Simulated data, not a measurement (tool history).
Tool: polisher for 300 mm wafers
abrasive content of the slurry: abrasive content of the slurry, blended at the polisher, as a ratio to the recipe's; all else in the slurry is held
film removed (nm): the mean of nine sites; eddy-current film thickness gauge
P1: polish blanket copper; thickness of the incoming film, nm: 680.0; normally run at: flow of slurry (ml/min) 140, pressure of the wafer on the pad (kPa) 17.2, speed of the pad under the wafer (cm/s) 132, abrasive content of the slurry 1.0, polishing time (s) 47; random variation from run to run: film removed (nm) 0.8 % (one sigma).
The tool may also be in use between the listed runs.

run    day  flow of slurry (ml/min)  pressure of the wafer on the pad (kPa)  speed of the pad under the wafer (cm/s)  abrasive content of the slurry  polishing time (s)  wafers polished on this pad  hours since the slurry nozzle was cleaned  hours since the head pressure was calibrated  hours since the slurry blender was calibrated  film removed (nm)
  1  0.375                      140                                    17.2                                      132                             1.0                  47                         1009                                      209.1                                          99.6                                           52.8            160.490
  2  0.775                      140                                    17.2                                      132                             1.0                  47                         1141                                      218.7                                         109.2                                           62.4            158.930
  3  1.225                      140                                    17.2                                      132                             1.0                  47                         1289                                      229.5                                         120.0                                           73.2            159.280
  4  1.796                      140                                    17.2                                      132                             1.5                  47                         1478                                      243.2                                         133.7                                           86.9            177.610
  5  2.075                      140                                    17.2                                       60                             1.0                  47                         1570                                      249.9                                         140.4                                           93.6             73.906
  6  2.488                      140                                    17.2                                      132                             1.0                  47                         1706                                      259.8                                         150.3                                          103.5            161.750
  7  3.025                      140                                    17.2                                      132                             0.5                  47                         1883                                      272.7                                         163.2                                          116.4            136.980
  8  3.475                      220                                    17.2                                      132                             1.0                  47                         2031                                      283.5                                         174.0                                          127.2            173.130
  9  4.038                      140                                    17.2                                      132                             1.0                  47                         2217                                      297.0                                         187.5                                          140.7            162.710
 10  4.529                      140                                    17.2                                      132                             1.0                  47                         2379                                      308.8                                         199.3                                          152.5            159.630
 11  5.104                      140                                    22.8                                      132                             1.0                  47                         2568                                      322.6                                         213.1                                          166.3            212.200
 12  5.508                      140                                    10.3                                      132                             1.0                  47                         2701                                      332.3                                         222.8                                          176.0             96.671
 13  6.008                      140                                    17.2                                      132                             1.0                  63                         2866                                      344.3                                         234.8                                          188.0            215.370
 14  6.354                      140                                    17.2                                      204                             1.0                  47                         2980                                      352.6                                         243.1                                          196.3            245.210
 15  6.679                      140                                    17.2                                      132                             1.0                  23                         3087                                      360.4                                         250.9                                          204.1             78.197
 16  7.212                      140                                    10.3                                       90                             1.0                  47                         3263                                      373.2                                         263.7                                          216.9             66.033
 17  7.567                       85                                    17.2                                      132                             1.0                  47                         3380                                      381.7                                         272.2                                          225.4            142.880
 18  7.883                      140                                    24.1                                      190                             1.0                  47                         3484                                      389.3                                         279.8                                          233.0            328.250
 19  8.321                      140                                    17.2                                      132                             1.0                  47                         3629                                      399.8                                         290.3                                          243.5            163.180

Forecast run 20:
 20  8.788                      140                                    26.2                                      174                             1.0                  47                         3782                                      411.0                                         301.5                                          254.7                  ?

{"run 20": {"film removed (nm)": 319.47}}
